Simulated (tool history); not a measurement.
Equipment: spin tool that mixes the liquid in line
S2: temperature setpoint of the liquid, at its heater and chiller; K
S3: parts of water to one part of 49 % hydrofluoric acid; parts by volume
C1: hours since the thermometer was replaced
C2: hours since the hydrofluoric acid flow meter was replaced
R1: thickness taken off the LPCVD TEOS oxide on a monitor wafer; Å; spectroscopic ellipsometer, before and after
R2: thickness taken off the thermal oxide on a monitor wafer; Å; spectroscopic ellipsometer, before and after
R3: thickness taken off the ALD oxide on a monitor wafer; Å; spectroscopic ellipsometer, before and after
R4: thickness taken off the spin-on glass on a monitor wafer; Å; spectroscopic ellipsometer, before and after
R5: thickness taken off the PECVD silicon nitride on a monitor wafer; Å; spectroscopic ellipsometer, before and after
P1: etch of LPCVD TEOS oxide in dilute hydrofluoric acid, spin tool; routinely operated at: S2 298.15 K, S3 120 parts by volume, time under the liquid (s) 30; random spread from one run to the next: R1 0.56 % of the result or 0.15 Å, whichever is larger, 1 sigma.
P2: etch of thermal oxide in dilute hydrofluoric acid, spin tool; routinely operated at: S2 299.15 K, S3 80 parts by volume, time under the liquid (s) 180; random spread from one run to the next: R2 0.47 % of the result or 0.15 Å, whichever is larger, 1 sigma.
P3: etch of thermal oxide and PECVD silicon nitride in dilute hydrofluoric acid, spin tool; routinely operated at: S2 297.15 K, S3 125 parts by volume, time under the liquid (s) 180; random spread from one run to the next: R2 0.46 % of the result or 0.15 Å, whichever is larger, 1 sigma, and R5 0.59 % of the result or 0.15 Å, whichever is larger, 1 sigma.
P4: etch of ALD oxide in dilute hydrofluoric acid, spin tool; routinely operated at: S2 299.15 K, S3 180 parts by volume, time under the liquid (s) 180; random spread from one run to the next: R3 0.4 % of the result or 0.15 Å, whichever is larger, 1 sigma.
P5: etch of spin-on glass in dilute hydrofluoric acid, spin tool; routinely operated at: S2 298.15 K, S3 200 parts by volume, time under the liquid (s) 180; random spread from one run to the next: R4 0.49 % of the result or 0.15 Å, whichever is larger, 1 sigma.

Run 1, day 0.250: process that ran P1, S2 298.15 K, S3 120 parts by volume, time under the liquid (s) 30; C1 552.3; C2 887.0. Result: R1 139.030 Å.
Run 2, day 0.679: process that ran P2, S2 299.15 K, S3 80 parts by volume, time under the liquid (s) 345; C1 562.6; C2 897.3. Result: R2 221.530 Å.
Run 3, day 1.050: process that ran P4, S2 299.15 K, S3 180 parts by volume, time under the liquid (s) 60; C1 571.5; C2 906.2. Result: R3 31.76 Å.
Run 4, day 1.296: process that ran P1, S2 298.15 K, S3 120 parts by volume, time under the liquid (s) 15; C1 577.4; C2 912.1. Result: R1 70.429 Å.
Run 5, day 1.621: process that ran P5, S2 298.15 K, S3 40 parts by volume, time under the liquid (s) 180; C1 585.2; C2 919.9. Result: R4 1419.30 Å.
Run 6, day 2.038: process that ran P5, S2 290.15 K, S3 200 parts by volume, time under the liquid (s) 180; C1 595.2; C2 929.9. Result: R4 172.95 Å.
Run 7, day 2.446: process that ran P1, S2 298.15 K, S3 120 parts by volume, time under the liquid (s) 30; C1 605.0; C2 939.7. Result: R1 139.290 Å.
Run 8, day 2.696: process that ran P1, S2 302.65 K, S3 120 parts by volume, time under the liquid (s) 30; C1 611.0; C2 945.7. Result: R1 164.550 Å.
Run 9, day 2.912: process that ran P1, S2 298.15 K, S3 210 parts by volume, time under the liquid (s) 30; C1 616.2; C2 950.9. Result: R1 72.377 Å.
Run 10, day 3.262: process that ran P3, S2 297.15 K, S3 50 parts by volume, time under the liquid (s) 180; C1 624.6; C2 959.3. Result: R2 190.390 Å, R5 93.420 Å.
Run 11, day 3.588: process that ran P1, S2 298.15 K, S3 55 parts by volume, time under the liquid (s) 30; C1 632.4; C2 967.1. Result: R1 331.030 Å.
Run 12, day 3.929: process that ran P3, S2 293.65 K, S3 125 parts by volume, time under the liquid (s) 180; C1 640.6; C2 975.3. Result: R2 60.011 Å, R5 30.148 Å.
Run 13, day 4.183: process that ran P5, S2 298.15 K, S3 200 parts by volume, time under the liquid (s) 180; C1 646.7; C2 981.4. Result: R4 232.61 Å.
Run 14, day 4.442: process that ran P1, S2 294.15 K, S3 120 parts by volume, time under the liquid (s) 30; C1 652.9; C2 987.6. Result: R1 118.780 Å.
Run 15, day 4.642: process that ran P1, S2 298.15 K, S3 120 parts by volume, time under the liquid (s) 60; C1 657.7; C2 992.4. Result: R1 277.580 Å.
Run 16, day 4.912: process that ran P2, S2 299.15 K, S3 80 parts by volume, time under the liquid (s) 180; C1 664.2; C2 998.9. Result: R2 114.670 Å.
Run 17, day 5.258: process that ran P3, S2 297.15 K, S3 125 parts by volume, time under the liquid (s) 180; C1 672.5; C2 1007.2. Result: R2 68.781 Å, R5 38.198 Å.
Run 18, day 5.567: process that ran P3, S2 297.15 K, S3 125 parts by volume, time under the liquid (s) 330; C1 679.9; C2 1014.6. Result: R2 127.140 Å, R5 69.243 Å.
Run 19, day 5.775: process that ran P4, S2 299.15 K, S3 35 parts by volume, time under the liquid (s) 180; C1 684.9; C2 1019.6. Result: R3 591.17 Å.
Run 20, day 6.125: process that ran P1, S2 298.15 K, S3 120 parts by volume, time under the liquid (s) 30; C1 693.3; C2 1028.0. Result: R1 139.140 Å.
Run 21, day 6.325: process that ran P4, S2 299.15 K, S3 180 parts by volume, time under the liquid (s) 180; C1 698.1; C2 1032.8. Result: R3 94.94 Å.
Run 22, day 6.529: process that ran P4, S2 305.65 K, S3 180 parts by volume, time under the liquid (s) 180; C1 703.0; C2 1037.7. Result: R3 119.31 Å.
Run 23, day 6.767: process that ran P1, S2 298.15 K, S3 120 parts by volume, time under the liquid (s) 30; C1 708.7; C2 1043.4. Result: R1 139.890 Å.
Run 24, day 7.108: process that ran P5, S2 298.15 K, S3 200 parts by volume, time under the liquid (s) 180; C1 716.9; C2 1051.6. Result: R4 237.12 Å.
Run 25, day 7.462: process that ran P1, S2 301.65 K, S3 205 parts by volume, time under the liquid (s) 30; C1 725.4; C2 1060.1. Result: R1 84.694 Å.
Run 26, day 7.829: process that ran P2, S2 299.15 K, S3 30 parts by volume, time under the liquid (s) 180; C1 734.2; C2 1068.9. Result: R2 329.580 Å.
Run 27, day 8.025: process that ran P5, S2 298.15 K, S3 200 parts by volume, time under the liquid (s) 90; C1 738.9; C2 1073.6. Result: R4 117.68 Å.
Run 28, day 8.367: process that ran P2, S2 305.65 K, S3 80 parts by volume, time under the liquid (s) 180; C1 747.1; C2 1081.8. Result: R2 148.750 Å.
Run 29, day 8.775: process that ran P3, S2 297.15 K, S3 125 parts by volume, time under the liquid (s) 180; C1 756.9; C2 1091.6. Result: R2 69.757 Å, R5 38.213 Å.
Run 30, day 9.112: process that ran P1, S2 298.15 K, S3 120 parts by volume, time under the liquid (s) 30; C1 765.0; C2 1099.7. Result: R1 138.780 Å.
Run 31, day 9.421: process that ran P1, S2 298.15 K, S3 120 parts by volume, time under the liquid (s) 30; C1 772.4; C2 1107.1. Result: R1 139.670 Å.
Run 32, day 9.704: process that ran P1, S2 298.15 K, S3 120 parts by volume, time under the liquid (s) 30; C1 779.2; C2 1113.9. Result: R1 136.080 Å.
Run 33, day 10.142: process that ran P1, S2 298.15 K, S3 120 parts by volume, time under the liquid (s) 30; C1 789.7; C2 1124.4. Result: R1 131.040 Å.
Run 34, day 10.458: process that ran P1, S2 298.15 K, S3 120 parts by volume, time under the liquid (s) 30; C1 797.3; C2 1132.0. Result: R1 130.520 Å.
Run 35, day 10.725: process that ran P1, S2 298.15 K, S3 120 parts by volume, time under the liquid (s) 30; C1 803.7; C2 1138.4. Result: R1 128.180 Å.

The next listed run, before its measurement:
Run 36, day 11.067: process that ran P1, S2 298.15 K, S3 120 parts by volume, time under the liquid (s) 30; C1 811.9; C2 1146.6. Result: R1 ?.

{"run 36": {"R1": 127.91}}
